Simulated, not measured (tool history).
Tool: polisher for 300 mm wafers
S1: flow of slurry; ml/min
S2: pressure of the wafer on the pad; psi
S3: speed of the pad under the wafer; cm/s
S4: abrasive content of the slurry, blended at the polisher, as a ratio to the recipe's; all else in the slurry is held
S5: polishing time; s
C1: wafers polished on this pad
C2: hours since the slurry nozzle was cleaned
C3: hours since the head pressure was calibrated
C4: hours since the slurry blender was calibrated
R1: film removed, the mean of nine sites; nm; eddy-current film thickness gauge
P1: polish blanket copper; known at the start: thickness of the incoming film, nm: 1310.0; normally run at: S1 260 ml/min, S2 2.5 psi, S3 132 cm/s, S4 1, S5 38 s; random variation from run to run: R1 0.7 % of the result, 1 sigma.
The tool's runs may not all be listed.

Run 1, day 0.092: S1 260 ml/min, S2 2.5 psi, S3 132 cm/s, S4 1, S5 38 s; C1 229; C2 144.6; C3 384.5; C4 265.6. Result: R1 135.46 nm.
Run 2, day 0.238: S1 260 ml/min, S2 2.5 psi, S3 132 cm/s, S4 1, S5 58 s; C1 271; C2 148.1; C3 388; C4 269.1. Result: R1 205.88 nm.
Run 3, day 0.371: S1 260 ml/min, S2 3.8 psi, S3 132 cm/s, S4 1, S5 38 s; C1 310; C2 151.3; C3 391.2; C4 272.3. Result: R1 205.52 nm.
Run 4, day 0.525: S1 260 ml/min, S2 2.5 psi, S3 132 cm/s, S4 1, S5 38 s; C1 354; C2 155; C3 394.9; C4 276. Result: R1 136.56 nm.
Run 5, day 0.708: S1 260 ml/min, S2 2.5 psi, S3 132 cm/s, S4 1.4, S5 38 s; C1 407; C2 159.4; C3 399.3; C4 280.4. Result: R1 146.93 nm.
Run 6, day 0.883: S1 260 ml/min, S2 2.5 psi, S3 84 cm/s, S4 1, S5 38 s; C1 458; C2 163.6; C3 403.5; C4 284.6. Result: R1 86.18 nm.
Run 7, day 1.033: S1 260 ml/min, S2 2.5 psi, S3 132 cm/s, S4 1, S5 38 s; C1 502; C2 167.2; C3 407.1; C4 288.2. Result: R1 136.82 nm.
Run 8, day 1.158: S1 260 ml/min, S2 2.5 psi, S3 132 cm/s, S4 1, S5 38 s; C1 538; C2 170.2; C3 410.1; C4 291.2. Result: R1 135.57 nm.
Run 9, day 1.292: S1 260 ml/min, S2 2.5 psi, S3 200 cm/s, S4 1, S5 38 s; C1 576; C2 173.4; C3 413.3; C4 294.4. Result: R1 206.65 nm.
Run 10, day 1.458: S1 155 ml/min, S2 2.5 psi, S3 132 cm/s, S4 1, S5 38 s; C1 625; C2 177.4; C3 417.3; C4 298.4. Result: R1 127.6 nm.
Run 11, day 1.608: S1 260 ml/min, S2 2.5 psi, S3 132 cm/s, S4 1, S5 38 s; C1 668; C2 181; C3 420.9; C4 302. Result: R1 136.03 nm.
At day 1.642: worn pad replaced by a new one.
Run 12, day 1.767: S1 260 ml/min, S2 2.5 psi, S3 132 cm/s, S4 0.5, S5 38 s; C1 37; C2 184.8; C3 424.7; C4 305.8. Result: R1 116.51 nm.
Run 13, day 1.879: S1 260 ml/min, S2 1.2 psi, S3 132 cm/s, S4 1, S5 38 s; C1 69; C2 187.5; C3 427.4; C4 308.5. Result: R1 64.634 nm.
Run 14, day 2.012: S1 260 ml/min, S2 2.5 psi, S3 132 cm/s, S4 1, S5 19 s; C1 108; C2 190.7; C3 430.6; C4 311.7. Result: R1 67.599 nm.
Run 15, day 2.125: S1 260 ml/min, S2 2.5 psi, S3 186 cm/s, S4 1, S5 25 s; C1 140; C2 193.4; C3 433.3; C4 314.4. Result: R1 124.82 nm.
Run 16, day 2.271: S1 335 ml/min, S2 2.5 psi, S3 132 cm/s, S4 1, S5 38 s; C1 183; C2 196.9; C3 436.8; C4 317.9. Result: R1 138.91 nm.
Run 17, day 2.35: S1 260 ml/min, S2 2.5 psi, S3 132 cm/s, S4 1, S5 38 s; C1 205; C2 198.8; C3 438.7; C4 319.8. Result: R1 134.93 nm.
Run 18, day 2.475: S1 260 ml/min, S2 2.5 psi, S3 132 cm/s, S4 1, S5 38 s; C1 242; C2 201.8; C3 441.7; C4 322.8. Result: R1 135.68 nm.
Run 19, day 2.588: S1 260 ml/min, S2 2.5 psi, S3 132 cm/s, S4 1, S5 38 s; C1 274; C2 204.5; C3 444.4; C4 325.5. Result: R1 133.51 nm.
Run 20, day 2.754: S1 260 ml/min, S2 2.5 psi, S3 132 cm/s, S4 1, S5 38 s; C1 322; C2 208.5; C3 448.4; C4 329.5. Result: R1 132.18 nm.
Run 21, day 2.908: S1 260 ml/min, S2 2.5 psi, S3 132 cm/s, S4 1, S5 38 s; C1 367; C2 212.2; C3 452.1; C4 333.2. Result: R1 132.06 nm.
Run 22, day 3.075: S1 260 ml/min, S2 2.5 psi, S3 132 cm/s, S4 1, S5 38 s; C1 415; C2 216.2; C3 456.1; C4 337.2. Result: R1 129.61 nm.
At day 3.233: worn pad replaced by a new one.
Run 23, day 3.238: S1 260 ml/min, S2 2.5 psi, S3 132 cm/s, S4 1, S5 38 s; C1 1; C2 220.1; C3 460; C4 341.1. Result: R1 129.94 nm.
At day 3.296: slurry blender recalibrated.
Run 24, day 3.329: S1 260 ml/min, S2 2.5 psi, S3 132 cm/s, S4 1, S5 38 s; C1 27; C2 222.3; C3 462.2; C4 0.9. Result: R1 131.44 nm.
Run 25, day 3.446: S1 260 ml/min, S2 2.5 psi, S3 132 cm/s, S4 1, S5 38 s; C1 61; C2 225.1; C3 465; C4 3.7. Result: R1 129.66 nm.
Run 26, day 3.533: S1 260 ml/min, S2 2.5 psi, S3 132 cm/s, S4 1, S5 38 s; C1 87; C2 227.2; C3 467.1; C4 5.8. Result: R1 128.51 nm.
Run 27, day 3.692: S1 260 ml/min, S2 2.5 psi, S3 132 cm/s, S4 1, S5 38 s; C1 132; C2 231; C3 470.9; C4 9.6. Result: R1 129.06 nm.
Run 28, day 3.817: S1 260 ml/min, S2 2.5 psi, S3 132 cm/s, S4 1, S5 38 s; C1 169; C2 234; C3 473.9; C4 12.6. Result: R1 130 nm.

What P1 gives has crept away from where it was. These 2 causes fit the log equally well, each at the size given:
A: slurry flow missing at the pad, % = 35.4
B: head's pressure below its setpoint, % = 5.45
The creep began at about day 2.475.
Why every other cause is out:
removal rate lost through wear of the pad, %: serviced at day 3.233, which brought nothing back
abrasive missing from the slurry, %: serviced at day 3.296, which brought nothing back

4 check runs are offered, each on 3 wafers whose results are averaged, their results left as question marks. Which one tells the causes apart?
Run check 1, day 3.942: S1 155 ml/min, S2 3.7 psi, S3 132 cm/s, S4 1, S5 38 s. Result: R1 ?.
Run check 2, day 3.942: S1 260 ml/min, S2 2.5 psi, S3 88 cm/s, S4 1.4, S5 38 s. Result: R1 ?.
Run check 3, day 3.942: S1 260 ml/min, S2 1.3 psi, S3 192 cm/s, S4 1, S5 38 s. Result: R1 ?.
Run check 4, day 3.942: S1 260 ml/min, S2 2.5 psi, S3 96 cm/s, S4 1, S5 58 s. Result: R1 ?.

What each check would give under each cause:
  check  result    if A    if B
check 1      R1  171.65  177.64
check 2      R1  92.282  92.276
check 3      R1  97.276   97.27
check 4      R1  142.76  142.75
How far apart the two closest causes lie, in the result that separates them most: check 1 3.43 %; check 2 0.01 %; check 3 0.01 %; check 4 0.01 %
Check 1 tells the causes apart: in the others they would give nearly the same result.

Then check 1 was run and gave: R1 171.32 nm. Which cause is it?

It is A: slurry flow missing at the pad, %.

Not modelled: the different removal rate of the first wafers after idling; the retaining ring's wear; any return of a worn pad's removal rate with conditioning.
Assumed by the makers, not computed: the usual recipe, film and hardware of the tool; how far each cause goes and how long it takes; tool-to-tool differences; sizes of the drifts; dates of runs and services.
